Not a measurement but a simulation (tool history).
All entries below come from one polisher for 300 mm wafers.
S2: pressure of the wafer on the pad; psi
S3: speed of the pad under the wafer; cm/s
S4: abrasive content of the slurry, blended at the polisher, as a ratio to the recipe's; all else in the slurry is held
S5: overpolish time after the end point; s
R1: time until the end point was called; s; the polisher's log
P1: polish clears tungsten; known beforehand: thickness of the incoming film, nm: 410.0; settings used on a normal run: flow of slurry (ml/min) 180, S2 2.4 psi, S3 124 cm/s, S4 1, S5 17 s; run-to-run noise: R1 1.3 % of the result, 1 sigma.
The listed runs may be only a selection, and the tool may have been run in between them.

run 1 day=0.596 | flow_of_slurry_(ml/min)=180 S2=2.4 S3=124 S4=1 S5=17 | R1=115.01
run 2 day=1.312 | flow_of_slurry_(ml/min)=180 S2=2.4 S3=124 S4=1 S5=17 | R1=115.77
run 3 day=1.862 | flow_of_slurry_(ml/min)=180 S2=2.4 S3=124 S4=0.65 S5=17 | R1=128.99
run 4 day=2.425 | flow_of_slurry_(ml/min)=255 S2=2.4 S3=124 S4=1 S5=17 | R1=110.95
run 5 day=3.142 | flow_of_slurry_(ml/min)=180 S2=2.4 S3=124 S4=1 S5=17 | R1=116.04
run 6 day=3.725 | flow_of_slurry_(ml/min)=180 S2=2.4 S3=124 S4=1 S5=5 | R1=115.45
run 7 day=4.362 | flow_of_slurry_(ml/min)=180 S2=2.4 S3=124 S4=1 S5=17 | R1=117.33
run 8 day=5.067 | flow_of_slurry_(ml/min)=110 S2=2.4 S3=124 S4=1 S5=17 | R1=127.11
run 9 day=5.675 | flow_of_slurry_(ml/min)=180 S2=2.4 S3=124 S4=1.4 S5=17 | R1=106.9
run 10 day=6.346 | flow_of_slurry_(ml/min)=180 S2=2.4 S3=124 S4=1 S5=31 | R1=116.79
run 11 day=6.717 | flow_of_slurry_(ml/min)=180 S2=3.2 S3=124 S4=1 S5=17 | R1=87.617
run 12 day=7.321 | flow_of_slurry_(ml/min)=180 S2=2.4 S3=124 S4=1 S5=17 | R1=113.93
run 13 day=8.042 | flow_of_slurry_(ml/min)=180 S2=2.4 S3=174 S4=1 S5=31 | R1=84.552
run 14 day=8.767 | flow_of_slurry_(ml/min)=180 S2=2.4 S3=172 S4=1 S5=17 | R1=83.463
run 15 day=9.288 | flow_of_slurry_(ml/min)=180 S2=2.4 S3=60 S4=1 S5=17 | R1=245.72
run 16 day=9.758 | flow_of_slurry_(ml/min)=180 S2=2.4 S3=124 S4=1 S5=17 | R1=117.57
run 17 day=10.404 | flow_of_slurry_(ml/min)=180 S2=1.4 S3=124 S4=1 S5=17 | R1=202.82
run 18 day=10.775 | flow_of_slurry_(ml/min)=180 S2=2.4 S3=124 S4=1 S5=17 | R1=117.24
run 19 day=11.204 | flow_of_slurry_(ml/min)=180 S2=2.4 S3=124 S4=1 S5=17 | R1=115.93
run 20 day=11.938 | flow_of_slurry_(ml/min)=180 S2=2.4 S3=124 S4=1 S5=17 | R1=120.43
run 21 day=12.712 | flow_of_slurry_(ml/min)=180 S2=2.4 S3=124 S4=1 S5=17 | R1=120.58
run 22 day=13.25 | flow_of_slurry_(ml/min)=180 S2=2.4 S3=124 S4=1 S5=17 | R1=123.87
run 23 day=13.662 | flow_of_slurry_(ml/min)=180 S2=2.4 S3=124 S4=1 S5=17 | R1=124.72

Run 24 has not been measured yet. What should we expect?
-- day=13.683 slurry tank refilled with fresh slurry and peroxide
-- day=14.012 head pressure recalibrated
run 24 day=14.388 | flow_of_slurry_(ml/min)=180 S2=2.4 S3=124 S4=1 S5=17 | R1=?

Run 24 came out at R1 124.82 s.
